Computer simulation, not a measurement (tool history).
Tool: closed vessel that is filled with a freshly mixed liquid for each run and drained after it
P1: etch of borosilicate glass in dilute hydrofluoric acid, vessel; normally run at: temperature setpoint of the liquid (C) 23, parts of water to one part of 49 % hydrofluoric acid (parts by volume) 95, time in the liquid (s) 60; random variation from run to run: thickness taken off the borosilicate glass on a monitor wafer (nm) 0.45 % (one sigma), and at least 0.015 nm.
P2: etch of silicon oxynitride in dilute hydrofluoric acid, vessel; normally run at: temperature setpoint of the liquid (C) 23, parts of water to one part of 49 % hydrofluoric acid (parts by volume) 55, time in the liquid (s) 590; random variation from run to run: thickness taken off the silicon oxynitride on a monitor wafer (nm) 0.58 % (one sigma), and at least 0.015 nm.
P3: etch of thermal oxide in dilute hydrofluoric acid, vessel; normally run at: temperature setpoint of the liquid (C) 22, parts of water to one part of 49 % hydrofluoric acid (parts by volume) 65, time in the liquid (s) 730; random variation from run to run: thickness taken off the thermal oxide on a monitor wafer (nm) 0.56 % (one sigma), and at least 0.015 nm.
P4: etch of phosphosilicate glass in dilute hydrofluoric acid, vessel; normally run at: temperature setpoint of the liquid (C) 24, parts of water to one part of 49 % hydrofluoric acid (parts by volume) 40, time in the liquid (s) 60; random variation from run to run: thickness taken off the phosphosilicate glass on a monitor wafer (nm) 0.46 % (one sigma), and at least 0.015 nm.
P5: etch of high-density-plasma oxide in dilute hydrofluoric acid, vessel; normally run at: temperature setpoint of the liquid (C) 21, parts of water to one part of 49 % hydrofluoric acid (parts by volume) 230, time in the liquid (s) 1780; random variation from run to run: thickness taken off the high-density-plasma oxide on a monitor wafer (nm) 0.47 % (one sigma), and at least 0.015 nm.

run   hour  process that ran  temperature setpoint of the liquid (C)  parts of water to one part of 49 % hydrofluoric acid (parts by volume)  time in the liquid (s)  hours since the thermometer was replaced  hours since the hydrofluoric acid flow meter was replaced  thickness taken off the borosilicate glass on a monitor wafer (nm)  thickness taken off the silicon oxynitride on a monitor wafer (nm)  thickness taken off the phosphosilicate glass on a monitor wafer (nm)  thickness taken off the high-density-plasma oxide on a monitor wafer (nm)  thickness taken off the thermal oxide on a monitor wafer (nm)
  1      6                P1                                      23                                                                      95                      60                                     415.1                                                      932.5                                                              21.603
  2   10.5                P2                                      17                                                                      55                     590                                     419.6                                                        937                                                                                                                                  11.538
  3   15.6                P1                                    19.5                                                                     160                      60                                     424.7                                                      942.1                                                              10.409
  4   19.9                P1                                      30                                                                      95                      60                                       429                                                      946.4                                                              28.731
  5   24.2                P4                                      32                                                                      40                      60                                     433.3                                                      950.7                                                                                                                                                                                                          259.4
  6   31.5                P1                                      23                                                                      95                      60                                     440.6                                                        958                                                              21.463
  7   38.4                P1                                      23                                                                      95                     115                                     447.5                                                      964.9                                                              41.725
  8   46.3                P5                                      21                                                                     230                    1780                                     455.4                                                      972.8                                                                                                                                                                                                                                                                                    29.833
  9     52                P1                                      23                                                                      95                      60                                     461.1                                                      978.5                                                              21.894
 10   56.6                P1                                      17                                                                      95                      35                                     465.7                                                      983.1                                                               9.814
 11   63.2                P1                                      23                                                                      95                      60                                     472.3                                                      989.7                                                              21.786
 12   70.2                P2                                      23                                                                      55                    1095                                     479.3                                                      996.7                                                                                                                                  28.781
 13   75.9                P2                                      23                                                                      20                     590                                       485                                                     1002.4                                                                                                                                  43.923
 14   79.4                P1                                      17                                                                      95                      60                                     488.5                                                     1005.9                                                              16.998
 15   87.1                P1                                      23                                                                      95                      60                                     496.2                                                     1013.6                                                              21.561
 16   91.7                P4                                      24                                                                      40                      30                                     500.8                                                     1018.2                                                                                                                                                                                                         94.393
 17   96.7                P4                                      24                                                                      40                      60                                     505.8                                                     1023.2                                                                                                                                                                                                         186.09
 18  100.3                P1                                      23                                                                      95                      30                                     509.4                                                     1026.8                                                              10.872
 19  104.6                P2                                      23                                                                      55                     590                                     513.7                                                     1031.1                                                                                                                                  15.694
 20  110.9                P1                                    18.5                                                                      55                      60                                       520                                                     1037.4                                                              32.779
 21  118.5                P3                                      22                                                                      35                     730                                     527.6                                                       1045                                                                                                                                                                                                                                                                                                                                                   100.73
 22  123.6                P5                                      17                                                                     230                    1780                                     532.7                                                     1050.1                                                                                                                                                                                                                                                                                     25.88
 23  128.9                P1                                      23                                                                      40                      60                                       538                                                     1055.4                                                              54.958
 24  136.6                P3                                      29                                                                      65                     730                                     545.7                                                     1063.1                                                                                                                                                                                                                                                                                                                                                    69.38
 25  142.5                P2                                      23                                                                      55                     590                                     551.6                                                       1069                                                                                                                                  15.647
 26  149.4                P4                                      24                                                                      40                      60                                     558.5                                                     1075.9                                                                                                                                                                                                         189.38
 27  155.2                P3                                      22                                                                      65                     730                                     564.3                                                     1081.7                                                                                                                                                                                                                                                                                                                                                   52.128
     156.5  -- hydrofluoric acid flow meter replaced
 28  158.8                P5                                      21                                                                     230                     730                                     567.9                                                        2.3                                                                                                                                                                                                                                                                                    12.106
 29  162.7                P3                                      22                                                                      65                    1180                                     571.8                                                        6.2                                                                                                                                                                                                                                                                                                                                                   84.583
 30  169.4                P1                                      23                                                                     165                      60                                     578.5                                                       12.9                                                               11.49
 31  176.6                P5                                      21                                                                      40                    1780                                     585.7                                                       20.1                                                                                                                                                                                                                                                                                     210.7
 32  182.6                P4                                      24                                                                      65                      60                                     591.7                                                       26.1                                                                                                                                                                                                         112.17
 33  186.3                P1                                      23                                                                      95                      60                                     595.4                                                       29.8                                                               21.76
 34  194.1                P1                                      23                                                                      95                      60                                     603.2                                                       37.6                                                              20.711
 35  201.8                P1                                      23                                                                      95                      60                                     610.9                                                       45.3                                                              20.335
 36  205.6                P1                                      23                                                                      95                      60                                     614.7                                                       49.1                                                              20.098
 37  212.1                P1                                      23                                                                      95                      60                                     621.2                                                       55.6                                                              19.916
 38  215.5                P1                                      23                                                                      95                      60                                     624.6                                                         59                                                              19.846
 39  218.9                P1                                      23                                                                      95                      60                                       628                                                       62.4                                                              19.753
 40  226.3                P1                                      23                                                                      95                      60                                     635.4                                                       69.8                                                              19.713
 41  233.2                P1                                      23                                                                      95                      60                                     642.3                                                       76.7                                                              19.702
 42    238                P1                                      23                                                                      95                      60                                     647.1                                                       81.5                                                               19.64

What P1 gives has crept away from where it was. These 2 causes fit the log equally well, each at the size given:
A: liquid colder than its thermometer reads (K) = 2.31
B: hydrofluoric acid flow below the setpoint (%) = 8.02
The creep began at about hour 186.3.

4 check runs are offered, each on 2 wafers whose results are averaged, their results left as question marks. Which one tells the causes apart?
check 1  242.8                P3                                      27                                                                      65                     730                                                                                                                                                                                                                                                                                                                                                                                                                                                             ?
check 2  242.8                P5                                      21                                                                     120                    1780                                                                                                                                                                                                                                                                                                                                                                                              ?
check 3  242.8                P4                                    29.5                                                                      40                      30                                                                                                                                                                                                                                                                                                                   ?
check 4  242.8                P2                                      17                                                                      55                     590                                                                                                                                                                                                                                            ?

What each check would give under each cause:
  check                                                                     result    if A    if B
check 1              thickness taken off the thermal oxide on a monitor wafer (nm)  58.159  58.218
check 2  thickness taken off the high-density-plasma oxide on a monitor wafer (nm)    58.2  58.124
check 3      thickness taken off the phosphosilicate glass on a monitor wafer (nm)  107.09  107.48
check 4         thickness taken off the silicon oxynitride on a monitor wafer (nm)   10.29  10.636
How far apart the two closest causes lie, in the result that separates them most: check 1 0.1 %; check 2 0.13 %; check 3 0.37 %; check 4 3.3 %
Check 4 tells the causes apart: in the others they would give nearly the same result.

Then check 4 was run and gave: thickness taken off the silicon oxynitride on a monitor wafer (nm) 10.337. Which cause is it?

It is A: liquid colder than its thermometer reads (K).

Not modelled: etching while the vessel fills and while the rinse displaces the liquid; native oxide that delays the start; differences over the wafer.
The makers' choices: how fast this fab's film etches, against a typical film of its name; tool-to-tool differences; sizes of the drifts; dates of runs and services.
